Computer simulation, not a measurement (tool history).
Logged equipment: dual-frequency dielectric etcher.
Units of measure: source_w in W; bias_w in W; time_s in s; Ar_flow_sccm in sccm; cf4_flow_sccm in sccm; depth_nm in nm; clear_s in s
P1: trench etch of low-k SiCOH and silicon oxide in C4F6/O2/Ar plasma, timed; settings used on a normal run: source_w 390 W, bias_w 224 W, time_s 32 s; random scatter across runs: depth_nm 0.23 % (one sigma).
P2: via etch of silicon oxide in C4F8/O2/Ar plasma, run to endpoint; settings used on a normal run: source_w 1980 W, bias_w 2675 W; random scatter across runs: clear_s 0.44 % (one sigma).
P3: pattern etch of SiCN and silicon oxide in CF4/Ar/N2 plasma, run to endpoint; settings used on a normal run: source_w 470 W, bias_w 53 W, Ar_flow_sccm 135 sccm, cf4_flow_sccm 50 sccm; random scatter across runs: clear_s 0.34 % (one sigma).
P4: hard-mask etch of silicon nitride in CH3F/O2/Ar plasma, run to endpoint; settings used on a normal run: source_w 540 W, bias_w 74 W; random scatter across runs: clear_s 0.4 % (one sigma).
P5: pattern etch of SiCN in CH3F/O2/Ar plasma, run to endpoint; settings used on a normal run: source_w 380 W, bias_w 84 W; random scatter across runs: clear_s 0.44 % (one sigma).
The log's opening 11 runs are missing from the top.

run,hour,process,source_w,bias_w,time_s,Ar_flow_sccm,cf4_flow_sccm,hours since the last wet clean,hours since the last source power generator calibration,hours since the last bias power generator calibration,depth_nm,clear_s
12,63.5,P1,390,224,32,,,491.7,785.5,680.3,105.240,
13,67.3,P3,470,53,,82,50,495.5,789.3,684.1,,13.090
14,72.1,P5,380,110,,,,500.3,794.1,688.9,,17.043
15,77.7,P2,1980,2675,,,,505.9,799.7,694.5,,293.070
16,84.0,P1,480,166,32,,,512.2,806.0,700.8,103.490,
17,90.2,P1,390,143,32,,,518.4,812.2,707.0,91.462,
18,97.3,P1,390,224,32,,,525.5,819.3,714.1,105.700,
19,103.0,P2,2360,2675,,,,531.2,825.0,719.8,,271.930
20,107.9,P1,390,224,32,,,536.1,829.9,724.7,105.350,
21,113.1,P5,290,84,,,,541.3,835.1,729.9,,20.924

Predict the results of run 22:
22,117.2,P2,1980,2675,,,,545.4,839.2,734.0,,?

clear_s: 291.780 s
